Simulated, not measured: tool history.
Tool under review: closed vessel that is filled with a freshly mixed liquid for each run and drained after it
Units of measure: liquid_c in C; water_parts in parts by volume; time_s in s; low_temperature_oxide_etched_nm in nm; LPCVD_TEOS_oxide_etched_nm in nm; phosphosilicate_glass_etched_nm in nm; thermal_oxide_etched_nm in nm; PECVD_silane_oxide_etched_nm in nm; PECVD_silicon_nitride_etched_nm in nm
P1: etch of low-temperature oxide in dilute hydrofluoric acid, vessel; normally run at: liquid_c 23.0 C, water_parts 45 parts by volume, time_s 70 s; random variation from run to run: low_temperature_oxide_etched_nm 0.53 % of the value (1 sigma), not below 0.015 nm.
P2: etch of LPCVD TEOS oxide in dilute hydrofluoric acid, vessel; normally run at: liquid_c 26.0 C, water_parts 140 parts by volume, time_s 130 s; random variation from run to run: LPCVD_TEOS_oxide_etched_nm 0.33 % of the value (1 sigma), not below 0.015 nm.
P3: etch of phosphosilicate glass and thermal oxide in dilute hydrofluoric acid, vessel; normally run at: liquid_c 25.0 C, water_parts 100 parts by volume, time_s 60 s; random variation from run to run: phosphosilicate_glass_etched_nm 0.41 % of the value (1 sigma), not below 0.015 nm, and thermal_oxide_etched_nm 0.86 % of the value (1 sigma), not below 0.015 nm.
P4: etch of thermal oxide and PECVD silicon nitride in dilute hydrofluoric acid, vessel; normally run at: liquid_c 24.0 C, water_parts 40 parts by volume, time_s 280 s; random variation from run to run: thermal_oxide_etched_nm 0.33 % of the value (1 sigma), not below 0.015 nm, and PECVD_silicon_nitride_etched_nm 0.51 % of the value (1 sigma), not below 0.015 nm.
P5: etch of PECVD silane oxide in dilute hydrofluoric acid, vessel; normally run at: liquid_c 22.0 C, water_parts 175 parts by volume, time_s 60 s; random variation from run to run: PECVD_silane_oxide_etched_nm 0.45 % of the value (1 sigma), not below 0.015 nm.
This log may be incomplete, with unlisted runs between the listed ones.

| run | hour | process | liquid_c | water_parts | time_s | low_temperature_oxide_etched_nm | LPCVD_TEOS_oxide_etched_nm | phosphosilicate_glass_etched_nm | thermal_oxide_etched_nm | PECVD_silane_oxide_etched_nm | PECVD_silicon_nitride_etched_nm |
|---|---|---|---|---|---|---|---|---|---|---|---|
| 1 | 15.3 | P1 | 23.0 | 45 | 70 | 48.119 |  |  |  |  |  |
| 2 | 24.4 | P2 | 26.0 | 30 | 130 |  | 196.730 |  |  |  |  |
| 3 | 42.5 | P2 | 19.5 | 140 | 130 |  | 28.563 |  |  |  |  |
| 4 | 58.8 | P3 | 25.0 | 100 | 100 |  |  | 143.330 | 5.3888 |  |  |
| 5 | 77.8 | P5 | 22.0 | 175 | 60 |  |  |  |  | 14.9250 |  |
| 6 | 87.6 | P1 | 23.0 | 65 | 30 | 14.038 |  |  |  |  |  |
| 7 | 98.2 | P1 | 23.0 | 45 | 70 | 47.733 |  |  |  |  |  |
| 8 | 115.2 | P4 | 24.0 | 40 | 280 |  |  |  | 33.4390 |  | 11.500 |
| 9 | 132.8 | P1 | 23.0 | 45 | 30 | 20.573 |  |  |  |  |  |
| 10 | 151.9 | P4 | 32.5 | 40 | 280 |  |  |  | 47.3090 |  | 20.119 |
| 11 | 166.8 | P4 | 24.0 | 40 | 555 |  |  |  | 66.0410 |  | 22.867 |
| 12 | 178.0 | P2 | 26.0 | 140 | 130 |  | 36.864 |  |  |  |  |
| 13 | 192.4 | P1 | 23.0 | 45 | 130 | 89.072 |  |  |  |  |  |
| 14 | 204.3 | P1 | 23.0 | 45 | 70 | 47.859 |  |  |  |  |  |
| 15 | 222.8 | P5 | 28.0 | 175 | 60 |  |  |  |  | 18.9400 |  |
| 16 | 237.0 | P4 | 24.0 | 20 | 280 |  |  |  | 68.5950 |  | 22.362 |
| 17 | 248.5 | P2 | 26.0 | 140 | 130 |  | 36.829 |  |  |  |  |
| 18 | 264.0 | P3 | 25.0 | 160 | 60 |  |  | 50.002 | 1.8516 |  |  |
| 19 | 279.7 | P5 | 22.0 | 175 | 30 |  |  |  |  | 7.5647 |  |
| 20 | 296.3 | P5 | 22.0 | 50 | 60 |  |  |  |  | 60.8260 |  |
| 21 | 305.8 | P4 | 24.0 | 40 | 280 |  |  |  | 33.6040 |  | 11.499 |
| 22 | 324.9 | P1 | 23.0 | 45 | 70 | 48.605 |  |  |  |  |  |
| 23 | 339.6 | P1 | 23.0 | 70 | 70 | 29.656 |  |  |  |  |  |
| 24 | 353.3 | P3 | 32.5 | 100 | 60 |  |  | 114.280 | 4.2050 |  |  |
| 25 | 367.5 | P1 | 18.5 | 45 | 100 | 56.718 |  |  |  |  |  |
| 26 | 384.4 | P1 | 28.5 | 45 | 120 | 103.610 |  |  |  |  |  |
| 27 | 396.7 | P3 | 25.0 | 100 | 60 |  |  | 85.272 | 3.1519 |  |  |
| 28 | 413.7 | P1 | 23.0 | 45 | 70 | 48.242 |  |  |  |  |  |
| 29 | 430.0 | P1 | 23.0 | 30 | 70 | 73.524 |  |  |  |  |  |
| 30 | 448.1 | P2 | 26.0 | 140 | 260 |  | 73.272 |  |  |  |  |
| 31 | 458.3 | P1 | 28.5 | 45 | 70 | 59.702 |  |  |  |  |  |
| 32 | 466.7 | P1 | 17.5 | 45 | 70 | 37.910 |  |  |  |  |  |
| 33 | 478.9 | P1 | 23.0 | 45 | 70 | 47.761 |  |  |  |  |  |
| 34 | 489.9 | P1 | 23.0 | 45 | 70 | 47.121 |  |  |  |  |  |
| 35 | 502.1 | P1 | 23.0 | 45 | 70 | 46.416 |  |  |  |  |  |
| 36 | 517.3 | P1 | 23.0 | 45 | 70 | 45.780 |  |  |  |  |  |
| 37 | 530.8 | P1 | 23.0 | 45 | 70 | 45.144 |  |  |  |  |  |
| 38 | 547.9 | P1 | 23.0 | 45 | 70 | 44.964 |  |  |  |  |  |
| 39 | 556.7 | P1 | 23.0 | 45 | 70 | 44.983 |  |  |  |  |  |
| 40 | 565.3 | P1 | 23.0 | 45 | 70 | 45.054 |  |  |  |  |  |

Compared with where it was, what P1 gives has crept away. Each cause listed below fits the log as well as the rest, at the size given for it:
A: liquid colder than its thermometer reads (K) = 1.59
B: hydrofluoric acid flow below the setpoint (%) = 6.06
The gradual shift began around hour 478.9.

The check runs listed below each take one wafer, and their results are still question marks. Under which run would the listed causes lead to clearly different results?
| check 1 | 573.9 | P5 | 26.0 | 65 | 60 |  |  |  |  | ? |  |
| check 2 | 573.9 | P4 | 30.5 | 40 | 535 |  |  |  | ? |  | ? |
| check 3 | 573.9 | P2 | 26.0 | 35 | 185 |  | ? |  |  |  |  |
| check 4 | 573.9 | P3 | 25.0 | 100 | 95 |  |  | ? | ? |  |  |

How each check would come out, cause by cause:
| check | result | if A | if B |
|---|---|---|---|
| check 1 | PECVD_silane_oxide_etched_nm | 50.7830 | 50.5740 |
| check 2 | thermal_oxide_etched_nm | 78.1920 | 77.9240 |
| check 2 | PECVD_silicon_nitride_etched_nm | 30.418 | 31.717 |
| check 3 | LPCVD_TEOS_oxide_etched_nm | 225.160 | 225.130 |
| check 4 | phosphosilicate_glass_etched_nm | 126.970 | 125.990 |
| check 4 | thermal_oxide_etched_nm | 4.7006 | 4.6646 |
Separation of the two closest causes in each check, using whichever result separates them best: check 1 0.41 %; check 2 4.18 %; check 3 0.01 %; check 4 0.77 %
The other checks would show nearly matching results whichever cause is true, so check 2 is the only one that separates the causes.

With check 2 done, the readings were: thermal_oxide_etched_nm 78.2080 nm; PECVD_silicon_nitride_etched_nm 31.755 nm. Identify which of the listed causes applies.

The cause is B: hydrofluoric acid flow below the setpoint (%).

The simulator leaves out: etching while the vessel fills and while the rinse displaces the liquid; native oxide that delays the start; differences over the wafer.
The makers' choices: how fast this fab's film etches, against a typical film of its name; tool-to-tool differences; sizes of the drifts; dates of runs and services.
